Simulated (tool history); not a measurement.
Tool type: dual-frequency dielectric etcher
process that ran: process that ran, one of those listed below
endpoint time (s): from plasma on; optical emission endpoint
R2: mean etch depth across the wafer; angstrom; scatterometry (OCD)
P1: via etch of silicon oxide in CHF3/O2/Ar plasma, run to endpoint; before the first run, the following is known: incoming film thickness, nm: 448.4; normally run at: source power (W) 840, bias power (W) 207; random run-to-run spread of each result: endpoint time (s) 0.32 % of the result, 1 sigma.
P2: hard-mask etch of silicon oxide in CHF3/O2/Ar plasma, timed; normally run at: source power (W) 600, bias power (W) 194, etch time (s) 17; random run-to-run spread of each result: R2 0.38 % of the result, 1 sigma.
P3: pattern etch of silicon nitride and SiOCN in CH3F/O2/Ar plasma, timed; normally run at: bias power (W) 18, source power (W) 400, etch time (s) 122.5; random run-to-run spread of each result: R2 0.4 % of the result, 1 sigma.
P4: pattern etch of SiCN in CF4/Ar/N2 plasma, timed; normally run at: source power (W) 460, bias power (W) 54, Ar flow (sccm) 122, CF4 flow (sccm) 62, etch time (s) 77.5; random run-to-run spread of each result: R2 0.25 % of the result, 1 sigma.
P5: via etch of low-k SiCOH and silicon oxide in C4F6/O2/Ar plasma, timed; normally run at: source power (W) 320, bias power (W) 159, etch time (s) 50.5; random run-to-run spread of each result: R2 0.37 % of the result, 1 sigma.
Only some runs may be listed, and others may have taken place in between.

{"run": 1, "hour": 6.4, "process that ran": "P1", "source power (W)": 840, "bias power (W)": 207, "endpoint time (s)": 187.79}
{"run": 2, "hour": 12.7, "process that ran": "P2", "source power (W)": 600, "bias power (W)": 194, "etch time (s)": 17, "R2": 347.97}
{"run": 3, "hour": 19.3, "process that ran": "P4", "source power (W)": 460, "bias power (W)": 54, "etch time (s)": 77.5, "Ar flow (sccm)": 122, "CF4 flow (sccm)": 37, "R2": 546.28}
{"run": 4, "hour": 26.7, "process that ran": "P5", "source power (W)": 320, "bias power (W)": 159, "etch time (s)": 64.5, "R2": 1639.3}
{"run": 5, "hour": 33.1, "process that ran": "P1", "source power (W)": 840, "bias power (W)": 157, "endpoint time (s)": 208.25}
{"run": 6, "hour": 40.4, "process that ran": "P4", "source power (W)": 460, "bias power (W)": 54, "etch time (s)": 77.5, "Ar flow (sccm)": 122, "CF4 flow (sccm)": 62, "R2": 600.22}
{"run": 7, "hour": 45.7, "process that ran": "P4", "source power (W)": 460, "bias power (W)": 54, "etch time (s)": 77.5, "Ar flow (sccm)": 122, "CF4 flow (sccm)": 62, "R2": 597.6}
{"run": 8, "hour": 52.1, "process that ran": "P1", "source power (W)": 510, "bias power (W)": 246, "endpoint time (s)": 215.43}
{"run": 9, "hour": 62.1, "process that ran": "P3", "source power (W)": 400, "bias power (W)": 18, "etch time (s)": 82, "R2": 99.282}
{"run": 10, "hour": 68.6, "process that ran": "P2", "source power (W)": 600, "bias power (W)": 194, "etch time (s)": 17, "R2": 346.15}
{"run": 11, "hour": 73.3, "process that ran": "P5", "source power (W)": 320, "bias power (W)": 159, "etch time (s)": 50.5, "R2": 1277.2}
{"run": 12, "hour": 78.8, "process that ran": "P3", "source power (W)": 280, "bias power (W)": 18, "etch time (s)": 122.5, "R2": 131.45}
{"run": 13, "hour": 85.1, "process that ran": "P1", "source power (W)": 840, "bias power (W)": 207, "endpoint time (s)": 187.74}
{"run": 14, "hour": 93.4, "process that ran": "P4", "source power (W)": 260, "bias power (W)": 54, "etch time (s)": 77.5, "Ar flow (sccm)": 122, "CF4 flow (sccm)": 62, "R2": 362.3}
{"run": 15, "hour": 103.2, "process that ran": "P1", "source power (W)": 600, "bias power (W)": 207, "endpoint time (s)": 214.68}
{"run": 16, "hour": 112.8, "process that ran": "P1", "source power (W)": 840, "bias power (W)": 274, "endpoint time (s)": 171.02}
{"run": 17, "hour": 117.8, "process that ran": "P1", "source power (W)": 840, "bias power (W)": 207, "endpoint time (s)": 188.63}
{"run": 18, "hour": 124.7, "process that ran": "P3", "source power (W)": 400, "bias power (W)": 18, "etch time (s)": 122.5, "R2": 147.99}
{"run": 19, "hour": 130.0, "process that ran": "P5", "source power (W)": 320, "bias power (W)": 159, "etch time (s)": 50.5, "R2": 1282.7}
{"run": 20, "hour": 137.0, "process that ran": "P3", "source power (W)": 400, "bias power (W)": 21, "etch time (s)": 122.5, "R2": 158.43}
{"run": 21, "hour": 143.1, "process that ran": "P1", "source power (W)": 1070, "bias power (W)": 207, "endpoint time (s)": 171.23}
{"run": 22, "hour": 149.5, "process that ran": "P5", "source power (W)": 320, "bias power (W)": 130, "etch time (s)": 50.5, "R2": 1209.8}
{"run": 23, "hour": 157.2, "process that ran": "P1", "source power (W)": 840, "bias power (W)": 207, "endpoint time (s)": 188.46}
{"run": 24, "hour": 163.8, "process that ran": "P4", "source power (W)": 460, "bias power (W)": 54, "etch time (s)": 77.5, "Ar flow (sccm)": 153, "CF4 flow (sccm)": 62, "R2": 576.7}
{"run": 25, "hour": 171.2, "process that ran": "P2", "source power (W)": 600, "bias power (W)": 153, "etch time (s)": 17, "R2": 321.66}
{"run": 26, "hour": 180.8, "process that ran": "P5", "source power (W)": 430, "bias power (W)": 159, "etch time (s)": 50.5, "R2": 1448.5}
{"run": 27, "hour": 188.6, "process that ran": "P1", "source power (W)": 840, "bias power (W)": 207, "endpoint time (s)": 188.52}
{"run": 28, "hour": 199.2, "process that ran": "P2", "source power (W)": 600, "bias power (W)": 194, "etch time (s)": 20.5, "R2": 419.33}
{"run": 29, "hour": 207.4, "process that ran": "P1", "source power (W)": 1060, "bias power (W)": 155, "endpoint time (s)": 188.73}
{"run": 30, "hour": 216.6, "process that ran": "P4", "source power (W)": 460, "bias power (W)": 68, "etch time (s)": 77.5, "Ar flow (sccm)": 122, "CF4 flow (sccm)": 62, "R2": 653.31}
{"run": 31, "hour": 223.9, "process that ran": "P2", "source power (W)": 400, "bias power (W)": 194, "etch time (s)": 17, "R2": 297.69}
{"run": 32, "hour": 232.6, "process that ran": "P4", "source power (W)": 460, "bias power (W)": 54, "etch time (s)": 52.5, "Ar flow (sccm)": 122, "CF4 flow (sccm)": 62, "R2": 406.54}
{"run": 33, "hour": 242.6, "process that ran": "P1", "source power (W)": 840, "bias power (W)": 207, "endpoint time (s)": 188.73}
{"run": 34, "hour": 252.7, "process that ran": "P1", "source power (W)": 840, "bias power (W)": 207, "endpoint time (s)": 190.19}
{"run": 35, "hour": 259.3, "process that ran": "P1", "source power (W)": 840, "bias power (W)": 207, "endpoint time (s)": 190.7}
{"run": 36, "hour": 267.3, "process that ran": "P1", "source power (W)": 840, "bias power (W)": 207, "endpoint time (s)": 192.55}
{"hour": 267.4, "done": "wet clean of the chamber"}
{"run": 37, "hour": 276.6, "process that ran": "P1", "source power (W)": 840, "bias power (W)": 207, "endpoint time (s)": 191.61}
{"run": 38, "hour": 282.9, "process that ran": "P1", "source power (W)": 840, "bias power (W)": 207, "endpoint time (s)": 191.62}
{"run": 39, "hour": 290.8, "process that ran": "P1", "source power (W)": 840, "bias power (W)": 207, "endpoint time (s)": 191.38}
{"run": 40, "hour": 297.3, "process that ran": "P1", "source power (W)": 840, "bias power (W)": 207, "endpoint time (s)": 192.51}

What P1 gives has crept off from where it sat before. The 2 causes that follow fit the log equally well, each at the size noted:
A: bias power that arrives under what is set, % = 4.71
B: source power that arrives under what is set, % = 4.16
The process output started creeping at around hour 242.6.
Other possible causes, and why each is ruled out:
chamber walls in a state that lowers the etch rate, %: serviced at hour 267.4, which brought nothing back

Below are 4 check runs, each on a single wafer, with their results shown as question marks. Which of them would tell the listed causes apart, meaning the causes would give clearly different results under it?
{"run": "check 1", "hour": 303.8, "process that ran": "P4", "source power (W)": 460, "bias power (W)": 54, "etch time (s)": 77.5, "Ar flow (sccm)": 122, "CF4 flow (sccm)": 62, "R2": "?"}
{"run": "check 2", "hour": 303.8, "process that ran": "P3", "source power (W)": 400, "bias power (W)": 18, "etch time (s)": 122.5, "R2": "?"}
{"run": "check 3", "hour": 303.8, "process that ran": "P2", "source power (W)": 600, "bias power (W)": 194, "etch time (s)": 17, "R2": "?"}
{"run": "check 4", "hour": 303.8, "process that ran": "P5", "source power (W)": 320, "bias power (W)": 159, "etch time (s)": 50.5, "R2": "?"}

If the cause were each of the candidates in turn, the checks would give the following:
check=check_1 result=R2 if_A=590.88 if_B=578.67
check=check_2 result=R2 if_A=144.9 if_B=145.69
check=check_3 result=R2 if_A=341.58 if_B=341.66
check=check_4 result=R2 if_A=1266.7 if_B=1264.7
Distance between the nearest two causes, measured in the result of the check that separates them most: check 1 2.09 %; check 2 0.54 %; check 3 0.02 %; check 4 0.16 %
The causes can be told apart only by check 1. The other checks would give nearly the same results under each of them.

Check 1 has now been run. It gave: R2 578.28 angstrom. Which of the candidate causes is it?

It is B: source power that arrives under what is set, %.

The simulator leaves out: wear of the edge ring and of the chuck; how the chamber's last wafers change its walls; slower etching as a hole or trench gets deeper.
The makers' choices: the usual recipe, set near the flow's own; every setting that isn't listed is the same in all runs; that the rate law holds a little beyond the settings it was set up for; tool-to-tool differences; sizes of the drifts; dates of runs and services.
